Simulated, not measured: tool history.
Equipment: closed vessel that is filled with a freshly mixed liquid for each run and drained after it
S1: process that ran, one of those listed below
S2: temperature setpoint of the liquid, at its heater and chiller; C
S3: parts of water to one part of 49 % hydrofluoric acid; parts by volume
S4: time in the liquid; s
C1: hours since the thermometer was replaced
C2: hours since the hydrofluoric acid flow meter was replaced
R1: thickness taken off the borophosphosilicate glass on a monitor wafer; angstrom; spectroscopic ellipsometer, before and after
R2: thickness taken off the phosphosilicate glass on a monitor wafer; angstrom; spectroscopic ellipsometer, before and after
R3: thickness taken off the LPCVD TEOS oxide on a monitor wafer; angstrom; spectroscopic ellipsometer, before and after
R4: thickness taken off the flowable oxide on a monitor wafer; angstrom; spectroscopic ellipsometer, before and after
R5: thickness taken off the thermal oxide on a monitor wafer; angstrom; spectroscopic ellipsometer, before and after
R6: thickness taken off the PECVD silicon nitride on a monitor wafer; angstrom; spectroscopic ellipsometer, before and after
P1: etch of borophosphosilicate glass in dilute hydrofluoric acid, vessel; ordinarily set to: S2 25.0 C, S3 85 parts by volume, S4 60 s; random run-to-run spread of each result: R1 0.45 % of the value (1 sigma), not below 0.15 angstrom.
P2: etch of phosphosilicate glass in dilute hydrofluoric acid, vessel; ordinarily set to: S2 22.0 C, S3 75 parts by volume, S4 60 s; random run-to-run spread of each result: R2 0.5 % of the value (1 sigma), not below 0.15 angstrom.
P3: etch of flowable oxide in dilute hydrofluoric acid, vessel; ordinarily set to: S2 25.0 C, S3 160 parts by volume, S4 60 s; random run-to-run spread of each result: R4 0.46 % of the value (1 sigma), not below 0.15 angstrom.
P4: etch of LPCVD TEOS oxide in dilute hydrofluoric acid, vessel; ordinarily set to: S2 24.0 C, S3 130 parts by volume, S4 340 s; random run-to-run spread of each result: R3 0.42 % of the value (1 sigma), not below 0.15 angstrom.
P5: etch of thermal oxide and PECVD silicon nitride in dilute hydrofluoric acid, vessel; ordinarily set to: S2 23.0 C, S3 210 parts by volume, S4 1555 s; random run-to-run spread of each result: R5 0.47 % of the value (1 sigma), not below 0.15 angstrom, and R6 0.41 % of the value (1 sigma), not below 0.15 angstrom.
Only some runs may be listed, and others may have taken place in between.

run	hour	S1	S2	S3	S4	C1	C2	R1	R2	R3	R4	R5	R6
1	5.3	P1	25.0	85	60	748.1	888.6	403.29					
2	8.7	P2	17.0	75	60	751.5	892.0		1213.20				
3	13.9	P1	25.0	85	30	756.7	897.2	203.32					
4	19.1	P4	17.5	130	340	761.9	902.4			327.29			
5	23.2	P3	25.0	160	95	766.0	906.5				253.300		
6	26.7	P1	25.0	85	60	769.5	910.0	404.22					
7	31.4	P2	22.0	75	60	774.2	914.7		1504.10				
8	36.5	P1	25.0	60	115	779.3	919.8	1145.20					
9	40.5	P1	32.0	85	60	783.3	923.8	534.95					
10	45.6	P4	24.0	130	570	788.4	928.9			711.44			
11	49.8	P1	25.0	85	60	792.6	933.1	406.58					
12	55.4	P5	23.0	210	1555	798.2	938.7					298.4300	121.9700
13	58.6	P2	22.0	75	30	801.4	941.9		751.87				
14	62.2	P3	20.0	160	60	805.0	945.5				130.880		
15	65.6	P3	25.0	265	60	808.4	948.9				86.387		
16	70.9	P1	17.5	85	60	813.7	954.2	301.41					
17	76.7	P1	25.0	85	95	819.5	960.0	646.61					
18	80.9	P5	23.0	55	1555	823.7	964.2					1359.5000	456.6200
19	84.4	P4	24.0	210	340	827.2	967.7			239.84			
20	89.3	P1	25.0	55	60	832.1	972.6	653.24					
21	93.1	P1	25.0	85	60	835.9	976.4	410.99					
22	97.5	P2	22.0	125	60	840.3	980.8		849.47				
23	101.0	P5	17.0	210	1555	843.8	984.3					236.4200	81.9140
24	105.3	P5	23.0	210	40	848.1	988.6					7.7527	3.1502
25	110.3	P3	25.0	160	60	853.1	993.6				159.070		
26	113.4	P4	24.0	130	340	856.2	996.7			422.74			
27	117.7	P1	25.0	115	60	860.5	1001.0	289.49					
28	121.7	P1	25.0	85	60	864.5	1005.0	405.63					
29	126.5	P1	25.0	85	60	869.3	1009.8	420.22					
30	132.1	P1	25.0	85	60	874.9	1015.4	423.99					
31	135.8	P1	25.0	85	60	878.6	1019.1	424.69					
32	139.2	P1	25.0	85	60	882.0	1022.5	426.03					
33	145.4	P1	25.0	85	60	888.2	1028.7	430.11					
34	151.0	P1	25.0	85	60	893.8	1034.3	431.62					
35	155.6	P1	25.0	85	60	898.4	1038.9	428.26					

What P1 gives has crept off from where it sat before. The 2 causes that follow fit the log equally well, each at the size noted:
A: hydrofluoric acid flow above the setpoint (%) = 5.35
B: liquid hotter than its thermometer reads (K) = 1.47
The drift started at roughly hour 121.7.

Which of the 4 check runs listed below separates the causes, so that each cause would produce a clearly different result? Each run uses one wafer, and its results are marked with question marks.
check 1	160.2	P5	23.0	210	1555							?	?
check 2	160.2	P4	24.0	130	340					?			
check 3	160.2	P3	25.0	160	60						?		
check 4	160.2	P2	22.0	75	60				?				

What each check would give under each cause:
check	result	if A	if B
check 1	R5	317.0800	314.2000
check 1	R6	128.3400	133.7800
check 2	R3	451.09	449.60
check 3	R4	169.480	168.330
check 4	R2	1585.70	1590.70
Separation of the two closest causes in each check, using whichever result separates them best: check 1 4.15 %; check 2 0.33 %; check 3 0.68 %; check 4 0.32 %
Of the check runs offered, only check 1 discriminates between the causes; the rest would read about the same regardless of which cause applies.

With check 1 done, the readings were: R5 313.1300 angstrom; R6 134.0200 angstrom. Identify which of the listed causes applies.

B is the cause: liquid hotter than its thermometer reads (K).
